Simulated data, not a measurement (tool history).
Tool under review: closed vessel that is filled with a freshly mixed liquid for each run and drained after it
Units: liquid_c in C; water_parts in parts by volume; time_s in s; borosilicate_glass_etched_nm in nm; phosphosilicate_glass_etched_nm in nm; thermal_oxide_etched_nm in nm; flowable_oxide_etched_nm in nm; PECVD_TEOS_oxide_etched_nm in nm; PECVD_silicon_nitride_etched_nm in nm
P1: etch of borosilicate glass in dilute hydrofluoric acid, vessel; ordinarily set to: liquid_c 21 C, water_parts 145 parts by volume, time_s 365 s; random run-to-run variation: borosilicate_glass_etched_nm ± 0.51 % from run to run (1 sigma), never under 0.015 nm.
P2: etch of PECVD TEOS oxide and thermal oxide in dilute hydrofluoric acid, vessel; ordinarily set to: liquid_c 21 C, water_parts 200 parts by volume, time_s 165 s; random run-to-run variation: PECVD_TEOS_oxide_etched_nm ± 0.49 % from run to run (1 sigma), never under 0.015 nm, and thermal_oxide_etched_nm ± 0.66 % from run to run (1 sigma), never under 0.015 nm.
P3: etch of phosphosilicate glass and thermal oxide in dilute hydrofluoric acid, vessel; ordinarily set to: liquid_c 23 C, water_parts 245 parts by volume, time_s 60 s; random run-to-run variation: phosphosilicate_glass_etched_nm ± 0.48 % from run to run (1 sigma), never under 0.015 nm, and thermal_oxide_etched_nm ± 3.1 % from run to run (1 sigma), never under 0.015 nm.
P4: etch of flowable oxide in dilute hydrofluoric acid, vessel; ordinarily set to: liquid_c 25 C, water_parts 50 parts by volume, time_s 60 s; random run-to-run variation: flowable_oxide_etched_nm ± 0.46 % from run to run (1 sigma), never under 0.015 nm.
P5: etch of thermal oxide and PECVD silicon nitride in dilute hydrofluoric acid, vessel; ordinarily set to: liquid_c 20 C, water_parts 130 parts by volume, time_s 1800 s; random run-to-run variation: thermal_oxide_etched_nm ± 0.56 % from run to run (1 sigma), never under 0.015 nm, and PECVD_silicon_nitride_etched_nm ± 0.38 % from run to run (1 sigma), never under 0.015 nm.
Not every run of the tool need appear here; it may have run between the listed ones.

| run | day | process | liquid_c | water_parts | time_s | hours since the thermometer was replaced | hours since the hydrofluoric acid flow meter was replaced | borosilicate_glass_etched_nm | phosphosilicate_glass_etched_nm | thermal_oxide_etched_nm | flowable_oxide_etched_nm | PECVD_TEOS_oxide_etched_nm | PECVD_silicon_nitride_etched_nm |
|---|---|---|---|---|---|---|---|---|---|---|---|---|---|
| 1 | 0.479 | P1 | 21 | 145 | 365 | 1047.8 | 174.9 | 51.88 |  |  |  |  |  |
| 2 | 0.896 | P3 | 23 | 55 | 60 | 1057.8 | 184.9 |  | 119.8 | 4.9752 |  |  |  |
| 3 | 1.254 | P1 | 25 | 65 | 365 | 1066.4 | 193.5 | 148.45 |  |  |  |  |  |
| 4 | 1.717 | P4 | 25 | 25 | 60 | 1077.5 | 204.6 |  |  |  | 135.46 |  |  |
| 5 | 2.242 | P2 | 27 | 200 | 165 | 1090.1 | 217.2 |  |  | 3.9721 |  | 14.908 |  |
| 6 | 2.754 | P5 | 17 | 130 | 1800 | 1102.4 | 229.5 |  |  | 45.519 |  |  | 37.699 |
| 7 | 3.467 | P1 | 21 | 35 | 365 | 1119.5 | 246.6 | 246.53 |  |  |  |  |  |
| 8 | 4.2 | P5 | 20 | 130 | 2930 | 1137.1 | 264.2 |  |  | 84.099 |  |  | 75.233 |
| 9 | 4.854 | P1 | 21 | 145 | 130 | 1152.8 | 279.9 | 18.639 |  |  |  |  |  |
| 10 | 5.325 | P5 | 20 | 190 | 1800 | 1164.1 | 291.2 |  |  | 32.99 |  |  | 31.895 |
| 11 | 5.679 | P1 | 21 | 145 | 365 | 1172.6 | 299.7 | 52.646 |  |  |  |  |  |
| 12 | 6.012 | P4 | 19.5 | 50 | 60 | 1180.6 | 307.7 |  |  |  | 52.122 |  |  |
| 13 | 6.521 | P1 | 21 | 145 | 365 | 1192.8 | 319.9 | 52.398 |  |  |  |  |  |
| 14 | 6.979 | P1 | 21 | 145 | 580 | 1203.8 | 330.9 | 82.664 |  |  |  |  |  |
| 15 | 7.658 | P3 | 27.5 | 245 | 60 | 1220.1 | 347.2 |  | 25.532 | 1.0291 |  |  |  |
| 16 | 8.288 | P1 | 21 | 145 | 365 | 1235.2 | 362.3 | 52.011 |  |  |  |  |  |
| 17 | 8.921 | P5 | 20 | 130 | 1800 | 1250.4 | 377.5 |  |  | 51.434 |  |  | 45.995 |
| 18 | 9.654 | P1 | 17 | 145 | 365 | 1268 | 395.1 | 44.105 |  |  |  |  |  |
| 19 | 10.288 | P3 | 23 | 245 | 60 | 1283.2 | 410.3 |  | 21.705 | 0.85475 |  |  |  |
| 20 | 10.762 | P4 | 25 | 50 | 115 | 1294.6 | 421.7 |  |  |  | 124.96 |  |  |
| 21 | 11.146 | P2 | 21 | 200 | 165 | 1303.8 | 430.9 |  |  | 3.1939 |  | 11.886 |  |
| 22 | 11.733 | P4 | 25 | 50 | 60 | 1317.9 | 445 |  |  |  | 65.193 |  |  |
| 23 | 12.146 | P2 | 21 | 200 | 30 | 1327.8 | 454.9 |  |  | 0.56845 |  | 2.1557 |  |
| 24 | 12.579 | P3 | 23 | 245 | 115 | 1338.2 | 465.3 |  | 41.47 | 1.738 |  |  |  |
| 25 | 13.108 | P1 | 21 | 145 | 365 | 1350.9 | 478 | 52.484 |  |  |  |  |  |
| 26 | 13.875 | P2 | 21 | 310 | 165 | 1369.3 | 496.4 |  |  | 1.8768 |  | 6.9491 |  |
| 27 | 14.633 | P1 | 28 | 145 | 365 | 1387.5 | 514.6 | 68.475 |  |  |  |  |  |
| 28 | 15.012 | P1 | 21 | 225 | 365 | 1396.6 | 523.7 | 30.974 |  |  |  |  |  |
| 29 | 15.721 | P1 | 21 | 145 | 365 | 1413.6 | 540.7 | 52.589 |  |  |  |  |  |
| 30 | 16.246 | P1 | 21 | 145 | 365 | 1426.2 | 553.3 | 53.709 |  |  |  |  |  |
| 31 | 16.833 | P1 | 21 | 145 | 365 | 1440.3 | 567.4 | 54.713 |  |  |  |  |  |
| 32 | 17.496 | P1 | 21 | 145 | 365 | 1456.2 | 583.3 | 54.794 |  |  |  |  |  |
| 33 | 18.162 | P1 | 21 | 145 | 365 | 1472.2 | 599.3 | 55.542 |  |  |  |  |  |
| 34 | 18.533 | P1 | 21 | 145 | 365 | 1481.1 | 608.2 | 55.489 |  |  |  |  |  |
| 35 | 19.229 | P1 | 21 | 145 | 365 | 1497.8 | 624.9 | 55.233 |  |  |  |  |  |
| 36 | 19.679 | P1 | 21 | 145 | 365 | 1508.6 | 635.7 | 55.606 |  |  |  |  |  |
| 37 | 20.017 | P1 | 21 | 145 | 365 | 1516.7 | 643.8 | 55.863 |  |  |  |  |  |
| 38 | 20.633 | P1 | 21 | 145 | 365 | 1531.5 | 658.6 | 55.662 |  |  |  |  |  |

The log shows P1 creeping away from where it was. Any of the 2 causes listed here, at the size stated for it, fits the log just as well as the others:
A: liquid hotter than its thermometer reads (K) = 1.68
B: hydrofluoric acid flow above the setpoint (%) = 5.85
The creep began at about day 15.721.

The check runs listed below each take one wafer, and their results are still question marks. Under which run would the listed causes lead to clearly different results?
| check 1 | 21.25 | P2 | 21 | 200 | 165 |  |  |  |  | ? |  | ? |  |
| check 2 | 21.25 | P4 | 25 | 50 | 60 |  |  |  |  |  | ? |  |  |
| check 3 | 21.25 | P5 | 20 | 130 | 1800 |  |  |  |  | ? |  |  | ? |
| check 4 | 21.25 | P3 | 23 | 245 | 60 |  |  |  | ? | ? |  |  |  |

What every check run would give for each of its results, assuming each possible cause in turn:
| check | result | if A | if B |
|---|---|---|---|
| check 1 | thermal_oxide_etched_nm | 3.4032 | 3.4182 |
| check 1 | PECVD_TEOS_oxide_etched_nm | 12.755 | 12.811 |
| check 2 | flowable_oxide_etched_nm | 70.142 | 69.611 |
| check 3 | thermal_oxide_etched_nm | 55.056 | 54.912 |
| check 3 | PECVD_silicon_nitride_etched_nm | 51.515 | 48.668 |
| check 4 | phosphosilicate_glass_etched_nm | 23.15 | 23.384 |
| check 4 | thermal_oxide_etched_nm | 0.93939 | 0.9489 |
Gap, in per cent, between the two causes that each check separates least, read from the result that separates them most: check 1 0.44 %; check 2 0.76 %; check 3 5.69 %; check 4 1.01 %
The other checks would show nearly matching results whichever cause is true, so check 3 is the only one that separates the causes.

Running check 3 produced the following: thermal_oxide_etched_nm 55.239 nm; PECVD_silicon_nitride_etched_nm 48.35 nm. Which one of the listed causes fits?

The cause is B: hydrofluoric acid flow above the setpoint (%).
